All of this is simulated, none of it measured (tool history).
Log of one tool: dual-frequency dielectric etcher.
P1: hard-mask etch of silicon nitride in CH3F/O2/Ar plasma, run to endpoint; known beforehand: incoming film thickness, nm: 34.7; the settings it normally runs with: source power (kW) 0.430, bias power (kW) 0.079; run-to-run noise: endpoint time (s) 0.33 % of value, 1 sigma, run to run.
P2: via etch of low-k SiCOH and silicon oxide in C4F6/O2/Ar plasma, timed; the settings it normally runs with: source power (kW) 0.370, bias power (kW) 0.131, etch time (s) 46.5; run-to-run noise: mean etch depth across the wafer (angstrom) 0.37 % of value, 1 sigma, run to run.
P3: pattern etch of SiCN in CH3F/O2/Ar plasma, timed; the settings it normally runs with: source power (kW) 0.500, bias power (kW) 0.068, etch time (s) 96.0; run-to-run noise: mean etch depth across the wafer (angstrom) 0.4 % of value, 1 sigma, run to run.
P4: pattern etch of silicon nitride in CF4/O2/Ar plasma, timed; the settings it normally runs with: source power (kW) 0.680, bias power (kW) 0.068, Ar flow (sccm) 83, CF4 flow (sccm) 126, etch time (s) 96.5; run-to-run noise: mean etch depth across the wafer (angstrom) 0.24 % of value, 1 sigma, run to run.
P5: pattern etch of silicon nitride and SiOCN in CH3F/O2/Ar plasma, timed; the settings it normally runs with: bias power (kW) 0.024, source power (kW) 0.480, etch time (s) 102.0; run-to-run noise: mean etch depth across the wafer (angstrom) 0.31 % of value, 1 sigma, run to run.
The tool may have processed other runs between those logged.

| run | hour | process that ran | source power (kW) | bias power (kW) | etch time (s) | Ar flow (sccm) | CF4 flow (sccm) | hours since the last wet clean | hours since the last source power generator calibration | hours since the last bias power generator calibration | endpoint time (s) | mean etch depth across the wafer (angstrom) |
|---|---|---|---|---|---|---|---|---|---|---|---|---|
| 1 | 3.7 | P1 | 0.430 | 0.079 |  |  |  | 507.8 | 466.4 | 1744.2 | 47.465 |  |
| 2 | 7.8 | P1 | 0.580 | 0.079 |  |  |  | 511.9 | 470.5 | 1748.3 | 42.716 |  |
| 3 | 11.1 | P3 | 0.500 | 0.068 | 72.5 |  |  | 515.2 | 473.8 | 1751.6 |  | 297.320 |
| 4 | 15.1 | P2 | 0.370 | 0.131 | 46.5 |  |  | 519.2 | 477.8 | 1755.6 |  | 1098.200 |
| 5 | 17.8 | P2 | 0.300 | 0.131 | 46.5 |  |  | 521.9 | 480.5 | 1758.3 |  | 1008.200 |
| 6 | 21.2 | P4 | 0.680 | 0.043 | 96.5 | 83 | 126 | 525.3 | 483.9 | 1761.7 |  | 2449.500 |
| 7 | 24.2 | P1 | 0.430 | 0.105 |  |  |  | 528.3 | 486.9 | 1764.7 | 42.605 |  |
| 8 | 28.9 | P2 | 0.370 | 0.172 | 46.5 |  |  | 533.0 | 491.6 | 1769.4 |  | 1196.200 |
| 9 | 32.3 | P1 | 0.430 | 0.079 |  |  |  | 536.4 | 495.0 | 1772.8 | 47.267 |  |
| 10 | 36.8 | P4 | 0.960 | 0.068 | 96.5 | 83 | 126 | 540.9 | 499.5 | 1777.3 |  | 3895.700 |
| 11 | 40.6 | P1 | 0.430 | 0.079 |  |  |  | 544.7 | 503.3 | 1781.1 | 47.717 |  |
| 12 | 44.9 | P4 | 0.680 | 0.068 | 120.0 | 83 | 126 | 549.0 | 507.6 | 1785.4 |  | 3581.800 |
| 13 | 48.1 | P3 | 0.660 | 0.068 | 96.0 |  |  | 552.2 | 510.8 | 1788.6 |  | 437.580 |
| 14 | 50.8 | P1 | 0.430 | 0.079 |  |  |  | 554.9 | 513.5 | 1791.3 | 47.408 |  |
|  | 51.8 | wet clean of the chamber |
| 15 | 54.8 | P1 | 0.430 | 0.079 |  |  |  | 3.0 | 517.5 | 1795.3 | 47.454 |  |
| 16 | 57.3 | P5 | 0.480 | 0.024 | 63.0 |  |  | 5.5 | 520.0 | 1797.8 |  | 88.844 |
| 17 | 61.4 | P5 | 0.480 | 0.017 | 102.0 |  |  | 9.6 | 524.1 | 1801.9 |  | 124.010 |
| 18 | 64.8 | P5 | 0.480 | 0.024 | 102.0 |  |  | 13.0 | 527.5 | 1805.3 |  | 144.780 |
| 19 | 68.1 | P5 | 0.330 | 0.024 | 102.0 |  |  | 16.3 | 530.8 | 1808.6 |  | 126.430 |
|  | 69.5 | source power generator calibrated |
| 20 | 72.1 | P3 | 0.500 | 0.068 | 96.0 |  |  | 20.3 | 2.7 | 1812.6 |  | 395.190 |
| 21 | 76.1 | P1 | 0.350 | 0.064 |  |  |  | 24.3 | 6.7 | 1816.6 | 55.116 |  |
| 22 | 80.7 | P4 | 0.680 | 0.068 | 96.5 | 111 | 126 | 28.9 | 11.3 | 1821.2 |  | 2790.300 |
| 23 | 84.9 | P1 | 0.430 | 0.046 |  |  |  | 33.1 | 15.5 | 1825.4 | 56.482 |  |
| 24 | 88.5 | P5 | 0.480 | 0.024 | 102.0 |  |  | 36.7 | 19.1 | 1829.0 |  | 144.550 |
| 25 | 91.0 | P4 | 0.680 | 0.068 | 96.5 | 83 | 160 | 39.2 | 21.6 | 1831.5 |  | 2947.200 |
| 26 | 93.9 | P1 | 0.510 | 0.106 |  |  |  | 42.1 | 24.5 | 1834.4 | 39.869 |  |
| 27 | 96.1 | P3 | 0.500 | 0.055 | 96.0 |  |  | 44.3 | 26.7 | 1836.6 |  | 366.970 |
| 28 | 100.9 | P1 | 0.430 | 0.079 |  |  |  | 49.1 | 31.5 | 1841.4 | 47.489 |  |
| 29 | 103.6 | P4 | 0.680 | 0.068 | 96.5 | 83 | 126 | 51.8 | 34.2 | 1844.1 |  | 2883.600 |
| 30 | 106.2 | P1 | 0.330 | 0.079 |  |  |  | 54.4 | 36.8 | 1846.7 | 52.451 |  |
| 31 | 109.2 | P2 | 0.370 | 0.131 | 25.5 |  |  | 57.4 | 39.8 | 1849.7 |  | 599.810 |
| 32 | 113.6 | P1 | 0.430 | 0.079 |  |  |  | 61.8 | 44.2 | 1854.1 | 47.472 |  |
| 33 | 117.0 | P1 | 0.430 | 0.079 |  |  |  | 65.2 | 47.6 | 1857.5 | 47.209 |  |
|  | 120.8 | wet clean of the chamber |
| 34 | 121.5 | P1 | 0.430 | 0.079 |  |  |  | 0.7 | 52.1 | 1862.0 | 46.645 |  |
| 35 | 124.0 | P1 | 0.430 | 0.079 |  |  |  | 3.2 | 54.6 | 1864.5 | 46.862 |  |
| 36 | 128.2 | P1 | 0.430 | 0.079 |  |  |  | 7.4 | 58.8 | 1868.7 | 46.590 |  |
| 37 | 130.3 | P1 | 0.430 | 0.079 |  |  |  | 9.5 | 60.9 | 1870.8 | 46.692 |  |
| 38 | 133.2 | P1 | 0.430 | 0.079 |  |  |  | 12.4 | 63.8 | 1873.7 | 46.698 |  |

Something has made what P1 gives creep away from where it was; the 2 causes below, each at its own stated size, fit the log equally well:
A: bias power that arrives over what is set, % = 4.82
B: source power that arrives over what is set, % = 4.45
Creep in the process output first set in at about hour 113.6.
Every other cause this tool's parts could produce, and why it does not fit the log:
chamber walls in a state that raises the etch rate, %: maintenance at hour 120.8, after the shift began, did not return the process to its former output

Question marks stand in for the results of the 4 check runs listed below, each run on one wafer. Under which run would the listed causes show clearly different results?
| check 1 | 136.1 | P5 | 0.480 | 0.019 | 102.0 |  |  |  |  |  |  | ? |
| check 2 | 136.1 | P3 | 0.570 | 0.057 | 96.0 |  |  |  |  |  |  | ? |
| check 3 | 136.1 | P4 | 0.890 | 0.047 | 96.5 | 83 | 126 |  |  |  |  | ? |
| check 4 | 136.1 | P2 | 0.370 | 0.131 | 25.5 |  |  |  |  |  |  | ? |

What each check would give under each cause:
| check | result | if A | if B |
|---|---|---|---|
| check 1 | mean etch depth across the wafer (angstrom) | 133.020 | 132.400 |
| check 2 | mean etch depth across the wafer (angstrom) | 396.360 | 396.920 |
| check 3 | mean etch depth across the wafer (angstrom) | 3254.000 | 3328.500 |
| check 4 | mean etch depth across the wafer (angstrom) | 609.390 | 611.400 |
Minimum pairwise separation of causes per check, each pair taken at its best-separating result: check 1 0.47 %; check 2 0.14 %; check 3 2.27 %; check 4 0.33 %
Only check 3 tells the causes apart: in the others they would give nearly the same result.

Then check 3 was run and gave: mean etch depth across the wafer (angstrom) 3318.700. Which cause is it?

It is B: source power that arrives over what is set, %.
